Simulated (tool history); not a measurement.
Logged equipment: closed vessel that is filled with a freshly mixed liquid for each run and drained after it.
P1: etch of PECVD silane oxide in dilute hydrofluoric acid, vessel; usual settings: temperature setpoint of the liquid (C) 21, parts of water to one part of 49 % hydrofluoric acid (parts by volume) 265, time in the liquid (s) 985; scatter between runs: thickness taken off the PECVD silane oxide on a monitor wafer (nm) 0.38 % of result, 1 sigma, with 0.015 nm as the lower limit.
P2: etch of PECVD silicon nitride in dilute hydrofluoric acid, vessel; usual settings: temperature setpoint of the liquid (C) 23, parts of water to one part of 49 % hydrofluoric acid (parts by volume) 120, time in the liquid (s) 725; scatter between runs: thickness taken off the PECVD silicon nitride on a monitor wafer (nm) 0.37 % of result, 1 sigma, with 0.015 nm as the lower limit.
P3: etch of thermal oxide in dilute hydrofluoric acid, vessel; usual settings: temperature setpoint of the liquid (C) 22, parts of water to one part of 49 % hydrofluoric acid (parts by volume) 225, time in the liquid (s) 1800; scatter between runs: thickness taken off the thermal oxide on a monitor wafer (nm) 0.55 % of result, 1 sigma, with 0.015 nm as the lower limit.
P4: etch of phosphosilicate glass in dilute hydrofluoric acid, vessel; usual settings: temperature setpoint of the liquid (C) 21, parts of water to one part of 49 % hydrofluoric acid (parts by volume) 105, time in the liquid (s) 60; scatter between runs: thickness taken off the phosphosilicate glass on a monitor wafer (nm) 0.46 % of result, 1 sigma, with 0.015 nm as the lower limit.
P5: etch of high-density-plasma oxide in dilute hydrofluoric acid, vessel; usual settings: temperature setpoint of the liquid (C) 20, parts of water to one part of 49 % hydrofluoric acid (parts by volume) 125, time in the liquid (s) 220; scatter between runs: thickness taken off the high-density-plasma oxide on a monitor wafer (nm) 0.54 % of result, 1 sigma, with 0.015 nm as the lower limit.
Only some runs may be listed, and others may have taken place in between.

| run | hour | process that ran | temperature setpoint of the liquid (C) | parts of water to one part of 49 % hydrofluoric acid (parts by volume) | time in the liquid (s) | hours since the thermometer was replaced | hours since the hydrofluoric acid flow meter was replaced | thickness taken off the PECVD silane oxide on a monitor wafer (nm) | thickness taken off the phosphosilicate glass on a monitor wafer (nm) | thickness taken off the thermal oxide on a monitor wafer (nm) | thickness taken off the high-density-plasma oxide on a monitor wafer (nm) | thickness taken off the PECVD silicon nitride on a monitor wafer (nm) |
|---|---|---|---|---|---|---|---|---|---|---|---|---|
| 1 | 4.8 | P1 | 21 | 265 | 985 | 472 | 469.4 | 41.638 |  |  |  |  |
| 2 | 10.1 | P4 | 21 | 160 | 60 | 477.3 | 474.7 |  | 18.525 |  |  |  |
| 3 | 17.6 | P3 | 22 | 405 | 1800 | 484.8 | 482.2 |  |  | 15.147 |  |  |
| 4 | 23.7 | P1 | 21 | 265 | 1635 | 490.9 | 488.3 | 69.131 |  |  |  |  |
| 5 | 29.5 | P5 | 20 | 125 | 220 | 496.7 | 494.1 |  |  |  | 7.4351 |  |
| 6 | 34.3 | P1 | 17 | 455 | 985 | 501.5 | 498.9 | 17.9 |  |  |  |  |
| 7 | 42.5 | P1 | 21 | 265 | 985 | 509.7 | 507.1 | 41.364 |  |  |  |  |
| 8 | 50.4 | P1 | 21 | 265 | 985 | 517.6 | 515 | 41.776 |  |  |  |  |
| 9 | 55.6 | P4 | 25.5 | 105 | 60 | 522.8 | 520.2 |  | 35.369 |  |  |  |
| 10 | 59.8 | P1 | 21 | 435 | 985 | 527 | 524.4 | 21.792 |  |  |  |  |
| 11 | 64.1 | P5 | 20 | 125 | 75 | 531.3 | 528.7 |  |  |  | 2.5654 |  |
| 12 | 68.1 | P2 | 23 | 120 | 725 | 535.3 | 532.7 |  |  |  |  | 24.018 |
| 13 | 73.4 | P5 | 24 | 125 | 220 | 540.6 | 538 |  |  |  | 8.7868 |  |
| 14 | 77.9 | P3 | 22 | 225 | 145 | 545.1 | 542.5 |  |  | 2.6146 |  |  |
| 15 | 82.6 | P1 | 21 | 265 | 985 | 549.8 | 547.2 | 41.309 |  |  |  |  |
| 16 | 86.7 | P3 | 22 | 225 | 1800 | 553.9 | 551.3 |  |  | 32.135 |  |  |
| 17 | 94.3 | P2 | 23 | 120 | 75 | 561.5 | 558.9 |  |  |  |  | 2.4884 |
| 18 | 98.6 | P2 | 23 | 180 | 725 | 565.8 | 563.2 |  |  |  |  | 16.141 |
| 19 | 103.3 | P1 | 21 | 170 | 985 | 570.5 | 567.9 | 71.008 |  |  |  |  |
| 20 | 108.2 | P1 | 17 | 265 | 985 | 575.4 | 572.8 | 35.897 |  |  |  |  |
| 21 | 114.2 | P3 | 17.5 | 225 | 1800 | 581.4 | 578.8 |  |  | 26.823 |  |  |
| 22 | 122.5 | P4 | 21 | 105 | 30 | 589.7 | 587.1 |  | 14.937 |  |  |  |
| 23 | 128.9 | P5 | 20 | 125 | 220 | 596.1 | 593.5 |  |  |  | 7.4456 |  |
| 24 | 133 | P2 | 17 | 120 | 725 | 600.2 | 597.6 |  |  |  |  | 16.02 |
| 25 | 137.6 | P1 | 24 | 265 | 1765 | 604.8 | 602.2 | 82.703 |  |  |  |  |
| 26 | 146.2 | P1 | 21 | 265 | 470 | 613.4 | 610.8 | 19.806 |  |  |  |  |
|  | 147.4 | hydrofluoric acid flow meter replaced |
| 27 | 153.4 | P1 | 27 | 265 | 985 | 620.6 | 6.1 | 51.188 |  |  |  |  |
| 28 | 160.5 | P5 | 20 | 220 | 220 | 627.7 | 13.2 |  |  |  | 3.8177 |  |
| 29 | 166.1 | P3 | 22 | 225 | 1800 | 633.3 | 18.8 |  |  | 31.766 |  |  |
| 30 | 169.9 | P1 | 21 | 265 | 985 | 637.1 | 22.6 | 41.696 |  |  |  |  |
| 31 | 175.2 | P4 | 21 | 105 | 60 | 642.4 | 27.9 |  | 29.946 |  |  |  |
| 32 | 179.1 | P1 | 21 | 265 | 985 | 646.3 | 31.8 | 41.726 |  |  |  |  |
| 33 | 185.4 | P1 | 21 | 265 | 985 | 652.6 | 38.1 | 41.447 |  |  |  |  |
| 34 | 192.9 | P1 | 21 | 265 | 985 | 660.1 | 45.6 | 43.076 |  |  |  |  |
| 35 | 197.1 | P1 | 21 | 265 | 985 | 664.3 | 49.8 | 43.436 |  |  |  |  |
| 36 | 201 | P1 | 21 | 265 | 985 | 668.2 | 53.7 | 43.675 |  |  |  |  |
| 37 | 207.1 | P1 | 21 | 265 | 985 | 674.3 | 59.8 | 44.354 |  |  |  |  |
| 38 | 211.9 | P1 | 21 | 265 | 985 | 679.1 | 64.6 | 44.315 |  |  |  |  |
| 39 | 218.9 | P1 | 21 | 265 | 985 | 686.1 | 71.6 | 44.478 |  |  |  |  |
| 40 | 227.3 | P1 | 21 | 265 | 985 | 694.5 | 80 | 44.531 |  |  |  |  |
| 41 | 232.6 | P1 | 21 | 265 | 985 | 699.8 | 85.3 | 45.091 |  |  |  |  |
| 42 | 238 | P1 | 21 | 265 | 985 | 705.2 | 90.7 | 44.972 |  |  |  |  |
| 43 | 243.3 | P1 | 21 | 265 | 985 | 710.5 | 96 | 44.9 |  |  |  |  |

The output of P1 has drifted from where it used to be. Each of the 2 causes below, taken at the size shown beside it, accounts for the log equally well:
A: liquid hotter than its thermometer reads (K) = 2.13
B: hydrofluoric acid flow above the setpoint (%) = 6.4
The gradual shift began around hour 185.4.

Below are 4 check runs, each on a single wafer, with their results shown as question marks. Which of them would tell the listed causes apart, meaning the causes would give clearly different results under it?
| check 1 | 248.6 | P4 | 24 | 155 | 60 |  |  |  | ? |  |  |  |
| check 2 | 248.6 | P5 | 20 | 195 | 220 |  |  |  |  |  | ? |  |
| check 3 | 248.6 | P3 | 18 | 225 | 670 |  |  |  |  | ? |  |  |
| check 4 | 248.6 | P2 | 19.5 | 120 | 725 |  |  |  |  |  |  | ? |

Expected result of each check under each candidate cause:
| check | result | if A | if B |
|---|---|---|---|
| check 1 | thickness taken off the phosphosilicate glass on a monitor wafer (nm) | 23.22 | 23.044 |
| check 2 | thickness taken off the high-density-plasma oxide on a monitor wafer (nm) | 4.8509 | 4.8129 |
| check 3 | thickness taken off the thermal oxide on a monitor wafer (nm) | 11.155 | 11.072 |
| check 4 | thickness taken off the PECVD silicon nitride on a monitor wafer (nm) | 21.958 | 20.214 |
Gap, in per cent, between the two causes that each check separates least, read from the result that separates them most: check 1 0.76 %; check 2 0.79 %; check 3 0.75 %; check 4 8.28 %
Of the check runs offered, only check 4 discriminates between the causes; the rest would read about the same regardless of which cause applies.

Then check 4 was run and gave: thickness taken off the PECVD silicon nitride on a monitor wafer (nm) 21.935. Which cause is it?

It is A: liquid hotter than its thermometer reads (K).
